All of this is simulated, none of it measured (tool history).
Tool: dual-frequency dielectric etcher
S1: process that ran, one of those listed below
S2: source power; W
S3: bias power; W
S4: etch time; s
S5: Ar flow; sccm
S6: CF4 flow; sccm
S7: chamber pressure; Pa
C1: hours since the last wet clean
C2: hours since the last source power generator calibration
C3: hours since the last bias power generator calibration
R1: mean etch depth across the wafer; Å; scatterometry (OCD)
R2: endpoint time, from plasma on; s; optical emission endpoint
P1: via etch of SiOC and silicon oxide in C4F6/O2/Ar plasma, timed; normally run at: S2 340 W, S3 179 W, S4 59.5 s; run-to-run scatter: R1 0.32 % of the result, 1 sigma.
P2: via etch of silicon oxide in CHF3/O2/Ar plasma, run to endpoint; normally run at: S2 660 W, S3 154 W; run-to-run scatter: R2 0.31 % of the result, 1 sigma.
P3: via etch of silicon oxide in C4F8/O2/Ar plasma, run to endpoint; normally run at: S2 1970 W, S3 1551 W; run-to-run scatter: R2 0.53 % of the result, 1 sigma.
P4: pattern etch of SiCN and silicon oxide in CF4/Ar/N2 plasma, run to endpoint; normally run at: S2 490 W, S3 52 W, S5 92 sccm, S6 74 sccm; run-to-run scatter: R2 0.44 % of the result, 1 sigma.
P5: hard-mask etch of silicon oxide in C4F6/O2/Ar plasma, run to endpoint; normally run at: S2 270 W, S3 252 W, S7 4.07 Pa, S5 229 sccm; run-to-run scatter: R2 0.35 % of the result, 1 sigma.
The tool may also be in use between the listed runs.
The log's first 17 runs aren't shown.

run,hour,S1,S2,S3,S4,S5,S6,S7,C1,C2,C3,R1,R2
18,85,P5,270,252,,229,,5.73,195.2,2915.6,1935.4,,65.379
19,91.6,P1,340,179,59.5,,,,201.8,2922.2,1942,634.15,
20,96.2,P4,490,52,,92,74,,206.4,2926.8,1946.6,,10.736
21,101.6,P1,340,179,59.5,,,,211.8,2932.2,1952,632.24,
22,106.1,P5,270,252,,283,,4.07,216.3,2936.7,1956.5,,64.07
23,111.1,P4,490,52,,92,74,,221.3,2941.7,1961.5,,10.797
24,116.1,P5,340,252,,229,,4.07,226.3,2946.7,1966.5,,58.014
25,121.3,P3,1580,1551,,,,,231.5,2951.9,1971.7,,305.31
26,125.6,P3,1970,1244,,,,,235.8,2956.2,1976,,295.53
27,130.2,P1,340,179,59.5,,,,240.4,2960.8,1980.6,632.84,
28,134.8,P5,270,354,,229,,4.07,245,2965.4,1985.2,,55.726
29,138.1,P1,400,179,59.5,,,,248.3,2968.7,1988.5,674.14,
30,144.5,P1,340,179,59.5,,,,254.7,2975.1,1994.9,631.94,
31,151.1,P1,340,179,59.5,,,,261.3,2981.7,2001.5,631.97,
32,157.2,P1,340,179,59.5,,,,267.4,2987.8,2007.6,640.41,

Run 33 comes next. What will it give?
33,160.2,P1,340,179,59.5,,,,270.4,2990.8,2010.6,?,

{"run 33": {"R1": 636.51}}
